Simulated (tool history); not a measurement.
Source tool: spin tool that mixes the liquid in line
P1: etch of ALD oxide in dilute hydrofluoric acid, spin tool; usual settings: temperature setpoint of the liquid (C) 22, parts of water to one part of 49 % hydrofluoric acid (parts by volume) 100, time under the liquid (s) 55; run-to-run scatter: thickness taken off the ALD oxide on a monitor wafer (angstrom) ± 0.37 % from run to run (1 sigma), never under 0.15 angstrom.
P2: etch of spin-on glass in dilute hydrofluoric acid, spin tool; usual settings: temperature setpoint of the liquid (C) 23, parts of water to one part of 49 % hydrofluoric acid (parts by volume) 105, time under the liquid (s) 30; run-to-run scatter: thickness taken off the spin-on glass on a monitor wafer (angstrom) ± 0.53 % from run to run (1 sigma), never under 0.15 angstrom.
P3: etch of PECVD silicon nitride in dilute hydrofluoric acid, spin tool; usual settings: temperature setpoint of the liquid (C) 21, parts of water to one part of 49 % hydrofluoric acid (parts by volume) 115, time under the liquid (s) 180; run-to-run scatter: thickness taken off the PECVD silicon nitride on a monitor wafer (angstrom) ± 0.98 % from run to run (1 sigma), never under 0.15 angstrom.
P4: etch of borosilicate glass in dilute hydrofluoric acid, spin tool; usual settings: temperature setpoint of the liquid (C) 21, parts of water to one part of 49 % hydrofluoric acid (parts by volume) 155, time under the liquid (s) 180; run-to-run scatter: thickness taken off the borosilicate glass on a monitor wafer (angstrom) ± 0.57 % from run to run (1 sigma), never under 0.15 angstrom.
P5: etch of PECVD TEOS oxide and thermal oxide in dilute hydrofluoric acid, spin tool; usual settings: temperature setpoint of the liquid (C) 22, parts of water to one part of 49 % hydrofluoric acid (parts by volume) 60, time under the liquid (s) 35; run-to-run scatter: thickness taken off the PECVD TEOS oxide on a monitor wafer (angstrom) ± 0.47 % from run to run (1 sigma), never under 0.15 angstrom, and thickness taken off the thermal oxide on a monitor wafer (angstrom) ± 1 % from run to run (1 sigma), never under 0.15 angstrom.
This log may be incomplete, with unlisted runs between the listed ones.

| run | hour | process that ran | temperature setpoint of the liquid (C) | parts of water to one part of 49 % hydrofluoric acid (parts by volume) | time under the liquid (s) | hours since the thermometer was replaced | hours since the hydrofluoric acid flow meter was replaced | thickness taken off the ALD oxide on a monitor wafer (angstrom) | thickness taken off the borosilicate glass on a monitor wafer (angstrom) | thickness taken off the PECVD TEOS oxide on a monitor wafer (angstrom) | thickness taken off the thermal oxide on a monitor wafer (angstrom) | thickness taken off the spin-on glass on a monitor wafer (angstrom) | thickness taken off the PECVD silicon nitride on a monitor wafer (angstrom) |
|---|---|---|---|---|---|---|---|---|---|---|---|---|---|
| 1 | 8.2 | P1 | 22 | 100 | 55 | 825.2 | 258.3 | 133.58 |  |  |  |  |  |
| 2 | 23.9 | P4 | 21 | 45 | 180 | 840.9 | 274 |  | 1340.1 |  |  |  |  |
| 3 | 37.8 | P1 | 17 | 100 | 55 | 854.8 | 287.9 | 108.93 |  |  |  |  |  |
| 4 | 55.4 | P1 | 22 | 100 | 55 | 872.4 | 305.5 | 133.96 |  |  |  |  |  |
| 5 | 66.4 | P5 | 22 | 60 | 35 | 883.4 | 316.5 |  |  | 116.2 | 26.784 |  |  |
| 6 | 81.1 | P2 | 23 | 105 | 15 | 898.1 | 331.2 |  |  |  |  | 42.422 |  |
| 7 | 97.2 | P3 | 21 | 175 | 180 | 914.2 | 347.3 |  |  |  |  |  | 14.494 |
| 8 | 109.4 | P2 | 23 | 105 | 30 | 926.4 | 359.5 |  |  |  |  | 85.401 |  |
| 9 | 122.7 | P5 | 22 | 60 | 15 | 939.7 | 372.8 |  |  | 49.894 | 11.756 |  |  |
| 10 | 138.8 | P1 | 22 | 100 | 15 | 955.8 | 388.9 | 36.307 |  |  |  |  |  |
| 11 | 147.3 | P1 | 17 | 100 | 25 | 964.3 | 397.4 | 49.561 |  |  |  |  |  |
| 12 | 159.7 | P1 | 22 | 185 | 55 | 976.7 | 409.8 | 66.245 |  |  |  |  |  |
| 13 | 172.9 | P5 | 29 | 60 | 35 | 989.9 | 423 |  |  | 154.38 | 35.858 |  |  |
| 14 | 189.6 | P3 | 21 | 115 | 180 | 1006.6 | 439.7 |  |  |  |  |  | 21.256 |
| 15 | 207.2 | P4 | 29.5 | 155 | 180 | 1024.2 | 457.3 |  | 473.66 |  |  |  |  |
| 16 | 215.7 | P1 | 22 | 100 | 55 | 1032.7 | 465.8 | 133.81 |  |  |  |  |  |
| 17 | 231 | P3 | 21 | 115 | 180 | 1048 | 481.1 |  |  |  |  |  | 21.804 |
| 18 | 245.3 | P1 | 22 | 100 | 55 | 1062.3 | 495.4 | 132.65 |  |  |  |  |  |
| 19 | 255.5 | P4 | 21 | 155 | 180 | 1072.5 | 505.6 |  | 341.17 |  |  |  |  |
| 20 | 264.7 | P3 | 17 | 115 | 180 | 1081.7 | 514.8 |  |  |  |  |  | 16.603 |
| 21 | 276.3 | P4 | 21 | 155 | 345 | 1093.3 | 526.4 |  | 657.53 |  |  |  |  |
| 22 | 290.3 | P1 | 29.5 | 100 | 100 | 1107.3 | 540.4 | 325.06 |  |  |  |  |  |
| 23 | 298.3 | P2 | 23 | 55 | 30 | 1115.3 | 548.4 |  |  |  |  | 174.28 |  |
| 24 | 315.2 | P1 | 22 | 100 | 85 | 1132.2 | 565.3 | 207.06 |  |  |  |  |  |
| 25 | 325.3 | P5 | 22 | 20 | 35 | 1142.3 | 575.4 |  |  | 363.81 | 84.378 |  |  |
| 26 | 342.7 | P2 | 23 | 105 | 30 | 1159.7 | 592.8 |  |  |  |  | 84.829 |  |
| 27 | 359.4 | P2 | 17 | 105 | 30 | 1176.4 | 609.5 |  |  |  |  | 65.743 |  |
| 28 | 370.8 | P3 | 21 | 115 | 65 | 1187.8 | 620.9 |  |  |  |  |  | 7.7782 |
| 29 | 388.5 | P1 | 25.5 | 145 | 55 | 1205.5 | 638.6 | 100.45 |  |  |  |  |  |
| 30 | 396.3 | P1 | 22 | 55 | 55 | 1213.3 | 646.4 | 255.53 |  |  |  |  |  |
| 31 | 410.2 | P1 | 30 | 100 | 55 | 1227.2 | 660.3 | 181.68 |  |  |  |  |  |
| 32 | 421.4 | P1 | 22 | 100 | 55 | 1238.4 | 671.5 | 133.26 |  |  |  |  |  |
| 33 | 439.1 | P1 | 22 | 100 | 55 | 1256.1 | 689.2 | 128.9 |  |  |  |  |  |
| 34 | 451.6 | P1 | 22 | 100 | 55 | 1268.6 | 701.7 | 127.24 |  |  |  |  |  |
| 35 | 464.9 | P1 | 22 | 100 | 55 | 1281.9 | 715 | 126.15 |  |  |  |  |  |
| 36 | 475.6 | P1 | 22 | 100 | 55 | 1292.6 | 725.7 | 126.54 |  |  |  |  |  |
| 37 | 484.3 | P1 | 22 | 100 | 55 | 1301.3 | 734.4 | 127.03 |  |  |  |  |  |
| 38 | 498.3 | P1 | 22 | 100 | 55 | 1315.3 | 748.4 | 125.54 |  |  |  |  |  |

The log shows P1 creeping away from where it was. Any of the 2 causes listed here, at the size stated for it, fits the log just as well as the others:
A: liquid colder than its thermometer reads (K) = 1.39
B: hydrofluoric acid flow below the setpoint (%) = 4.9
The creep began at about hour 421.4.

Which of the check runs below tells the causes apart, meaning the causes would give it clearly different results? Each run uses 5 wafers whose results are averaged, and each result is shown as a question mark.
| check 1 | 512.3 | P4 | 21 | 155 | 180 |  |  |  | ? |  |  |  |  |
| check 2 | 512.3 | P2 | 23 | 105 | 30 |  |  |  |  |  |  | ? |  |
| check 3 | 512.3 | P3 | 21 | 115 | 180 |  |  |  |  |  |  |  | ? |
| check 4 | 512.3 | P5 | 22 | 60 | 35 |  |  |  |  | ? | ? |  |  |

What every check run would give for each of its results, assuming each possible cause in turn:
| check | result | if A | if B |
|---|---|---|---|
| check 1 | thickness taken off the borosilicate glass on a monitor wafer (angstrom) | 324.98 | 323.78 |
| check 2 | thickness taken off the spin-on glass on a monitor wafer (angstrom) | 80.48 | 80.405 |
| check 3 | thickness taken off the PECVD silicon nitride on a monitor wafer (angstrom) | 19.513 | 20.404 |
| check 4 | thickness taken off the PECVD TEOS oxide on a monitor wafer (angstrom) | 109.38 | 109.82 |
| check 4 | thickness taken off the thermal oxide on a monitor wafer (angstrom) | 25.552 | 25.653 |
Minimum pairwise separation of causes per check, each pair taken at its best-separating result: check 1 0.37 %; check 2 0.09 %; check 3 4.46 %; check 4 0.4 %
Check 3 tells the causes apart: in the others they would give nearly the same result.

Check 3 was carried out, with these results: thickness taken off the PECVD silicon nitride on a monitor wafer (angstrom) 20.402. Which of the listed causes is responsible?

It is B: hydrofluoric acid flow below the setpoint (%).
